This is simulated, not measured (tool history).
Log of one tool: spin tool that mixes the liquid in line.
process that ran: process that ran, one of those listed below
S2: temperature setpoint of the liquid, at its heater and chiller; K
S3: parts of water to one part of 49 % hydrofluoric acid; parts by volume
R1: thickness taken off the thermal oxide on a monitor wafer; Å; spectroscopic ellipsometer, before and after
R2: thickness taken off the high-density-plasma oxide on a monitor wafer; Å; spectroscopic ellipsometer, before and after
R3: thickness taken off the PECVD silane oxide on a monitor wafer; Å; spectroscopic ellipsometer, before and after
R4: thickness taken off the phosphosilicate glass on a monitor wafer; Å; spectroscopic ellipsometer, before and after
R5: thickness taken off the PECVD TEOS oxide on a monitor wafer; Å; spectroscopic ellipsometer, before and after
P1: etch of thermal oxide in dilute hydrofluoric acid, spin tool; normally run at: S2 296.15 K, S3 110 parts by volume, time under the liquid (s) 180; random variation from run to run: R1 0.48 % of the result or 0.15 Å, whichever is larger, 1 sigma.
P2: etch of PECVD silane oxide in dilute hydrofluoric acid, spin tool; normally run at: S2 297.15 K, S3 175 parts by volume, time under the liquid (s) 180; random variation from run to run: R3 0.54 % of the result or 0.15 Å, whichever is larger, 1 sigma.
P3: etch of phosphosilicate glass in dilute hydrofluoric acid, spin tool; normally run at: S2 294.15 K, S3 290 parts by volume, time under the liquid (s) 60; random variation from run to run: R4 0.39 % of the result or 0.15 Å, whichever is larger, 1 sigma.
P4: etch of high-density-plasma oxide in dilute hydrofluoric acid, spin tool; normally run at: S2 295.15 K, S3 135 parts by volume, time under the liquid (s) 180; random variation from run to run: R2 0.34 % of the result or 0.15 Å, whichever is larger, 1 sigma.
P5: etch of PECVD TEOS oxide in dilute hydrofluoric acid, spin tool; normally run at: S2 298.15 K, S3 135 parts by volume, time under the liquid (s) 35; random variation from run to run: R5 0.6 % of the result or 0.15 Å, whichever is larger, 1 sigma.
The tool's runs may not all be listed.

run 1 day=0.375 | process_that_ran=P1 S2=296.15 S3=110 time_under_the_liquid_(s)=180 | R1=75.267
run 2 day=0.912 | process_that_ran=P1 S2=290.15 S3=110 time_under_the_liquid_(s)=265 | R1=86.499
run 3 day=1.329 | process_that_ran=P4 S2=295.15 S3=40 time_under_the_liquid_(s)=180 | R2=228.15
run 4 day=1.938 | process_that_ran=P2 S2=297.15 S3=175 time_under_the_liquid_(s)=360 | R3=375.08
run 5 day=2.638 | process_that_ran=P4 S2=290.15 S3=135 time_under_the_liquid_(s)=180 | R2=49.197
run 6 day=3.217 | process_that_ran=P3 S2=294.15 S3=290 time_under_the_liquid_(s)=60 | R4=120.75
run 7 day=3.588 | process_that_ran=P1 S2=296.15 S3=110 time_under_the_liquid_(s)=100 | R1=41.955
-- day=3.617 thermometer replaced
run 8 day=4.254 | process_that_ran=P5 S2=298.15 S3=135 time_under_the_liquid_(s)=35 | R5=43.087
run 9 day=4.904 | process_that_ran=P2 S2=297.15 S3=255 time_under_the_liquid_(s)=180 | R3=120.35
run 10 day=5.429 | process_that_ran=P1 S2=296.15 S3=40 time_under_the_liquid_(s)=180 | R1=227.65
run 11 day=6.062 | process_that_ran=P1 S2=290.15 S3=110 time_under_the_liquid_(s)=180 | R1=59.509
run 12 day=6.788 | process_that_ran=P1 S2=296.15 S3=110 time_under_the_liquid_(s)=180 | R1=75.746
run 13 day=7.412 | process_that_ran=P1 S2=296.15 S3=110 time_under_the_liquid_(s)=345 | R1=144.49
run 14 day=8.012 | process_that_ran=P3 S2=301.15 S3=290 time_under_the_liquid_(s)=60 | R4=154.17
run 15 day=8.371 | process_that_ran=P4 S2=295.15 S3=135 time_under_the_liquid_(s)=20 | R2=6.4673
run 16 day=8.75 | process_that_ran=P3 S2=294.15 S3=290 time_under_the_liquid_(s)=120 | R4=239.25
run 17 day=9.158 | process_that_ran=P5 S2=298.15 S3=135 time_under_the_liquid_(s)=60 | R5=74.976
run 18 day=9.5 | process_that_ran=P2 S2=291.15 S3=175 time_under_the_liquid_(s)=180 | R3=151.17
run 19 day=10.221 | process_that_ran=P1 S2=300.15 S3=110 time_under_the_liquid_(s)=180 | R1=88.231
run 20 day=10.6 | process_that_ran=P3 S2=294.15 S3=530 time_under_the_liquid_(s)=60 | R4=53.682
run 21 day=11.3 | process_that_ran=P4 S2=295.15 S3=135 time_under_the_liquid_(s)=180 | R2=59.947
run 22 day=11.75 | process_that_ran=P2 S2=297.15 S3=175 time_under_the_liquid_(s)=180 | R3=191.53
run 23 day=12.2 | process_that_ran=P5 S2=294.15 S3=135 time_under_the_liquid_(s)=35 | R5=37.4
run 24 day=12.921 | process_that_ran=P5 S2=298.15 S3=55 time_under_the_liquid_(s)=35 | R5=117.62
run 25 day=13.554 | process_that_ran=P5 S2=298.15 S3=135 time_under_the_liquid_(s)=35 | R5=43.607
run 26 day=14.204 | process_that_ran=P2 S2=297.15 S3=175 time_under_the_liquid_(s)=180 | R3=190.41
run 27 day=14.925 | process_that_ran=P1 S2=296.15 S3=110 time_under_the_liquid_(s)=180 | R1=75.952
run 28 day=15.25 | process_that_ran=P1 S2=296.15 S3=110 time_under_the_liquid_(s)=180 | R1=75.573
run 29 day=15.75 | process_that_ran=P1 S2=296.15 S3=110 time_under_the_liquid_(s)=180 | R1=75.902
run 30 day=16.462 | process_that_ran=P1 S2=296.15 S3=170 time_under_the_liquid_(s)=180 | R1=45.838
run 31 day=16.979 | process_that_ran=P1 S2=296.15 S3=110 time_under_the_liquid_(s)=180 | R1=76.149
run 32 day=17.692 | process_that_ran=P1 S2=296.15 S3=110 time_under_the_liquid_(s)=180 | R1=73.295
run 33 day=18.154 | process_that_ran=P1 S2=296.15 S3=110 time_under_the_liquid_(s)=180 | R1=72.035
run 34 day=18.833 | process_that_ran=P1 S2=296.15 S3=110 time_under_the_liquid_(s)=180 | R1=70.503
run 35 day=19.25 | process_that_ran=P1 S2=296.15 S3=110 time_under_the_liquid_(s)=180 | R1=70.774
run 36 day=19.992 | process_that_ran=P1 S2=296.15 S3=110 time_under_the_liquid_(s)=180 | R1=70.498
run 37 day=20.408 | process_that_ran=P1 S2=296.15 S3=110 time_under_the_liquid_(s)=180 | R1=70.823
run 38 day=21.067 | process_that_ran=P1 S2=296.15 S3=110 time_under_the_liquid_(s)=180 | R1=70.409
run 39 day=21.571 | process_that_ran=P1 S2=296.15 S3=110 time_under_the_liquid_(s)=180 | R1=70.46
run 40 day=21.908 | process_that_ran=P1 S2=296.15 S3=110 time_under_the_liquid_(s)=180 | R1=70.387

What P1 gives has crept away from where it was. These 2 causes fit the log equally well, each at the size given:
A: liquid colder than its thermometer reads (K) = 1.84
B: hydrofluoric acid flow below the setpoint (%) = 6.27
The creep began at about day 16.979.

4 check runs are offered, one wafer each, their results left as question marks. Which one tells the causes apart?
run check 1 day=22.246 | process_that_ran=P5 S2=298.15 S3=135 time_under_the_liquid_(s)=60 | R5=?
run check 2 day=22.246 | process_that_ran=P2 S2=293.65 S3=175 time_under_the_liquid_(s)=310 | R3=?
run check 3 day=22.246 | process_that_ran=P3 S2=294.15 S3=510 time_under_the_liquid_(s)=95 | R4=?
run check 4 day=22.246 | process_that_ran=P4 S2=295.15 S3=70 time_under_the_liquid_(s)=35 | R2=?

What each check would give under each cause:
check=check_1 result=R5 if_A=69.291 if_B=68.984
check=check_2 result=R3 if_A=266.67 if_B=265.55
check=check_3 result=R4 if_A=84.784 if_B=82.23
check=check_4 result=R2 if_A=22.438 if_B=22.572
How far apart the two closest causes lie, in the result that separates them most: check 1 0.44 %; check 2 0.42 %; check 3 3.06 %; check 4 0.6 %
Check 3 tells the causes apart: in the others they would give nearly the same result.

Then check 3 was run and gave: R4 82.048 Å. Which cause is it?

It is B: hydrofluoric acid flow below the setpoint (%).
